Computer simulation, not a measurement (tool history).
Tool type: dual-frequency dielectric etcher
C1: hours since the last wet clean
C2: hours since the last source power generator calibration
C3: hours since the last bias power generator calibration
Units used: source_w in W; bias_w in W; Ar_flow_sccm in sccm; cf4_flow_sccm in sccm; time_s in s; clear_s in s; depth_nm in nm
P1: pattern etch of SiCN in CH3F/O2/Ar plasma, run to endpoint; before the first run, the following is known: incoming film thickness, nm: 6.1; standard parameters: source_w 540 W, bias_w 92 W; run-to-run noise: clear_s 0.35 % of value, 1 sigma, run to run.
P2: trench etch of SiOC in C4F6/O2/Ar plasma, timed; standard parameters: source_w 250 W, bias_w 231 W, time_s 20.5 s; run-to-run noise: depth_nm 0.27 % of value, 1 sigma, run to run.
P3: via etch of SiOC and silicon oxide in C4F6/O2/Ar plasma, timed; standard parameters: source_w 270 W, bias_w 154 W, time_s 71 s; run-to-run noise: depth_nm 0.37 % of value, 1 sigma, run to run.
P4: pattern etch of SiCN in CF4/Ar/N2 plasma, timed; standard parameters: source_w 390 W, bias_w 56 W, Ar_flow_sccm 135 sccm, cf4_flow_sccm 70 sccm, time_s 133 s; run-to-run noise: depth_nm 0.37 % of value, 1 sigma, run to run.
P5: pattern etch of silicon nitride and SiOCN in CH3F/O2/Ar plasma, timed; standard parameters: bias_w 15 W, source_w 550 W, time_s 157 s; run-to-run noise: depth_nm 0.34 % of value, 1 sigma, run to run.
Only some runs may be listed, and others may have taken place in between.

run 1 hour=6.9 | process=P1 source_w=540 bias_w=92 | C1=320.4 C2=1742.1 C3=421.5 | clear_s=13.309
run 2 hour=13 | process=P4 source_w=390 bias_w=56 Ar_flow_sccm=135 cf4_flow_sccm=70 time_s=190.5 | C1=326.5 C2=1748.2 C3=427.6 | depth_nm=129.47
run 3 hour=24.6 | process=P1 source_w=540 bias_w=92 | C1=338.1 C2=1759.8 C3=439.2 | clear_s=13.197
run 4 hour=31.7 | process=P1 source_w=320 bias_w=92 | C1=345.2 C2=1766.9 C3=446.3 | clear_s=16.077
run 5 hour=42.5 | process=P1 source_w=540 bias_w=92 | C1=356 C2=1777.7 C3=457.1 | clear_s=13.28
run 6 hour=48 | process=P5 source_w=550 bias_w=15 time_s=217 | C1=361.5 C2=1783.2 C3=462.6 | depth_nm=27.349
run 7 hour=55.9 | process=P5 source_w=550 bias_w=15 time_s=157 | C1=369.4 C2=1791.1 C3=470.5 | depth_nm=19.932
run 8 hour=66.9 | process=P4 source_w=390 bias_w=56 Ar_flow_sccm=135 cf4_flow_sccm=86 time_s=133 | C1=380.4 C2=1802.1 C3=481.5 | depth_nm=92.741
run 9 hour=72.8 | process=P5 source_w=320 bias_w=15 time_s=157 | C1=386.3 C2=1808 C3=487.4 | depth_nm=16.33
run 10 hour=82 | process=P2 source_w=250 bias_w=231 time_s=20.5 | C1=395.5 C2=1817.2 C3=496.6 | depth_nm=39.057
run 11 hour=87.5 | process=P1 source_w=540 bias_w=119 | C1=401 C2=1822.7 C3=502.1 | clear_s=12.015
run 12 hour=94.8 | process=P3 source_w=270 bias_w=154 time_s=39 | C1=408.3 C2=1830 C3=509.4 | depth_nm=35.958
-- hour=102 source power generator calibrated
run 13 hour=102.2 | process=P2 source_w=330 bias_w=231 time_s=20.5 | C1=415.7 C2=0.3 C3=516.8 | depth_nm=43.675
run 14 hour=111.2 | process=P1 source_w=540 bias_w=58 | C1=424.7 C2=9.3 C3=525.8 | clear_s=15.461
run 15 hour=122 | process=P1 source_w=410 bias_w=65 | C1=435.5 C2=20.1 C3=536.6 | clear_s=16.482
run 16 hour=133.4 | process=P3 source_w=270 bias_w=189 time_s=71 | C1=446.9 C2=31.5 C3=548 | depth_nm=70.069
run 17 hour=140.7 | process=P1 source_w=650 bias_w=92 | C1=454.2 C2=38.8 C3=555.3 | clear_s=12.368
run 18 hour=152.5 | process=P4 source_w=500 bias_w=56 Ar_flow_sccm=135 cf4_flow_sccm=70 time_s=133 | C1=466 C2=50.6 C3=567.1 | depth_nm=112.17
run 19 hour=161.4 | process=P4 source_w=390 bias_w=43 Ar_flow_sccm=135 cf4_flow_sccm=70 time_s=133 | C1=474.9 C2=59.5 C3=576 | depth_nm=81.871
run 20 hour=171.4 | process=P4 source_w=390 bias_w=56 Ar_flow_sccm=135 cf4_flow_sccm=70 time_s=133 | C1=484.9 C2=69.5 C3=586 | depth_nm=90.611

Expected results for the next run?
-- hour=172.4 wet clean of the chamber
run 21 hour=177.9 | process=P3 source_w=270 bias_w=154 time_s=71 | C1=5.5 C2=76 C3=592.5 | depth_nm=?

{"run 21": {"depth_nm": 65.667}}

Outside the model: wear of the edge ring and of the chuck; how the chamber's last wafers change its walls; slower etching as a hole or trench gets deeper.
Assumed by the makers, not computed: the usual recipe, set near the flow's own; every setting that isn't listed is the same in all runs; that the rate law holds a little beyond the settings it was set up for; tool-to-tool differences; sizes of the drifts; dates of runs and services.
